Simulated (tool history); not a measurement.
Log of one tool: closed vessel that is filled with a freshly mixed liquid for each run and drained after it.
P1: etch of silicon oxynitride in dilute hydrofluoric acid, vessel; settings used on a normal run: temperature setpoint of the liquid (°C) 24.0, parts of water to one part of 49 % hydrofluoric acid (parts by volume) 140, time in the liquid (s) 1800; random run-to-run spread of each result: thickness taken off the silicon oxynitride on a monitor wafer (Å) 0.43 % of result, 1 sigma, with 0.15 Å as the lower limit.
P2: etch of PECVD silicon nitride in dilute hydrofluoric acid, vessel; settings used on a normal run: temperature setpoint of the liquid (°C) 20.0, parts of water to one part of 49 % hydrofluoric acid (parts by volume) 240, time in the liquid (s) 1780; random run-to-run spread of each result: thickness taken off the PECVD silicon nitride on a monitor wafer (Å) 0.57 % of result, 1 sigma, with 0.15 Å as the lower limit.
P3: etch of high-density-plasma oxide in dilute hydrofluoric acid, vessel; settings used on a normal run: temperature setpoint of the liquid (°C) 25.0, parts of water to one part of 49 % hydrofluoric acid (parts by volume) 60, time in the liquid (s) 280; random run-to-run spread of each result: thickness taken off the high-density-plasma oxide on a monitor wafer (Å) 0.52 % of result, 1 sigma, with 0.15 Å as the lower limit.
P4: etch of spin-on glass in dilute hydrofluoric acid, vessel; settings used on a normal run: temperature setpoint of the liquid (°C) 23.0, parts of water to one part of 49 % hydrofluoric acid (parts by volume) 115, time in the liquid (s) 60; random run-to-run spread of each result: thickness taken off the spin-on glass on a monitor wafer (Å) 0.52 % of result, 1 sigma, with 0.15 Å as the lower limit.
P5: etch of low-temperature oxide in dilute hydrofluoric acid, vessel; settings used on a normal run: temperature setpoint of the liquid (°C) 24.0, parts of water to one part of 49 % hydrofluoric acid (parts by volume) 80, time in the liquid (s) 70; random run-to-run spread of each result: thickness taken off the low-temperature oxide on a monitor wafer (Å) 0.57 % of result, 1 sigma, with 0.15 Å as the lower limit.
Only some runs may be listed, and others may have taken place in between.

run	hour	process that ran	temperature setpoint of the liquid (°C)	parts of water to one part of 49 % hydrofluoric acid (parts by volume)	time in the liquid (s)	hours since the thermometer was replaced	hours since the hydrofluoric acid flow meter was replaced	thickness taken off the silicon oxynitride on a monitor wafer (Å)	thickness taken off the spin-on glass on a monitor wafer (Å)	thickness taken off the high-density-plasma oxide on a monitor wafer (Å)	thickness taken off the PECVD silicon nitride on a monitor wafer (Å)	thickness taken off the low-temperature oxide on a monitor wafer (Å)
1	13.7	P1	24.0	140	1800	403.1	207.6	267.220				
2	27.0	P4	23.0	115	60	416.4	220.9		159.21			
3	37.8	P4	23.0	115	60	427.2	231.7		161.02			
4	47.9	P3	25.0	60	495	437.3	241.8			486.01		
5	54.1	P2	20.0	425	1780	443.5	248.0				111.680	
6	62.1	P2	20.0	240	1780	451.5	256.0				195.530	
7	71.7	P1	24.0	140	1015	461.1	265.6	150.980				
8	82.7	P1	17.0	140	955	472.1	276.6	101.970				
9	89.4	P2	20.0	240	255	478.8	283.3				27.976	
10	100.7	P3	32.5	60	280	490.1	294.6			368.97		
11	112.5	P4	23.0	115	115	501.9	306.4		310.85			
12	124.1	P5	24.0	80	70	513.5	318.0					189.06
13	137.0	P1	24.0	225	1800	526.4	330.9	156.710				
14	145.4	P5	24.0	20	70	534.8	339.3					829.34
15	155.8	P3	25.0	60	280	545.2	349.7			273.08		
16	165.4	P1	24.0	140	3470	554.8	359.3	517.780				
17	176.3	P1	24.0	140	1800	565.7	370.2	270.610				
18	187.6	P3	25.0	20	280	577.0	381.5			869.31		
19	199.0	P5	24.0	80	70	588.4	392.9					190.48
20	207.8	P5	20.5	80	70	597.2	401.7					165.72
21	220.0	P2	17.0	240	1780	609.4	413.9				160.870	
22	226.0	P1	24.0	40	1800	615.4	419.9	1018.600				
23	235.4	P1	24.0	140	1800	624.8	429.3	266.830				
24	247.3	P1	31.0	140	1800	636.7	441.2	366.880				
25	253.6	P1	24.0	140	1800	643.0	447.5	267.850				
26	262.0	P5	24.0	80	30	651.4	455.9					82.07
27	272.7	P4	27.5	115	60	662.1	466.6		191.39			
28	279.9	P1	30.5	140	260	669.3	473.8	52.095				
29	289.1	P4	23.0	25	60	678.5	483.0		832.39			
30	301.2	P1	17.0	140	1800	690.6	495.1	192.800				
31	311.1	P1	24.0	140	1800	700.5	505.0	267.950				
32	318.0	P1	24.0	140	1800	707.4	511.9	272.830				
33	330.7	P1	24.0	140	1800	720.1	524.6	281.020				
34	339.6	P1	24.0	140	1800	729.0	533.5	282.450				
35	348.7	P1	24.0	140	1800	738.1	542.6	282.810				
36	354.9	P1	24.0	140	1800	744.3	548.8	286.800				
37	361.7	P1	24.0	140	1800	751.1	555.6	286.620				
38	369.8	P1	24.0	140	1800	759.2	563.7	286.550				
39	378.2	P1	24.0	140	1800	767.6	572.1	288.250				
40	388.5	P1	24.0	140	1800	777.9	582.4	287.710				

The output of P1 has drifted from where it used to be. Each of the 2 causes below, taken at the size shown beside it, accounts for the log equally well:
A: liquid hotter than its thermometer reads (K) = 1.54
B: hydrofluoric acid flow above the setpoint (%) = 6.57
At approximately hour 311.1, the process output began to creep.

Below are 4 check runs, each averaged over 2 wafers, with their results shown as question marks. Which of them would give clearly different results depending on which cause is behind the drift?
check 1	398.8	P3	31.0	20	280					?		
check 2	398.8	P4	23.0	30	100				?			
check 3	398.8	P2	20.0	240	355						?	
check 4	398.8	P5	24.0	40	30							?

Expected result of each check under each candidate cause:
check	result	if A	if B
check 1	thickness taken off the high-density-plasma oxide on a monitor wafer (Å)	1183.00	1187.70
check 2	thickness taken off the spin-on glass on a monitor wafer (Å)	1218.60	1220.50
check 3	thickness taken off the PECVD silicon nitride on a monitor wafer (Å)	42.983	41.411
check 4	thickness taken off the low-temperature oxide on a monitor wafer (Å)	184.07	184.72
Smallest distance between any two causes, each pair judged by its most separating result, in per cent: check 1 0.4 %; check 2 0.15 %; check 3 3.73 %; check 4 0.35 %
Check 3 tells the causes apart: in the others they would give nearly the same result.

Check 3 was carried out, with these results: thickness taken off the PECVD silicon nitride on a monitor wafer (Å) 42.706. Which of the listed causes is responsible?

A is the cause: liquid hotter than its thermometer reads (K).
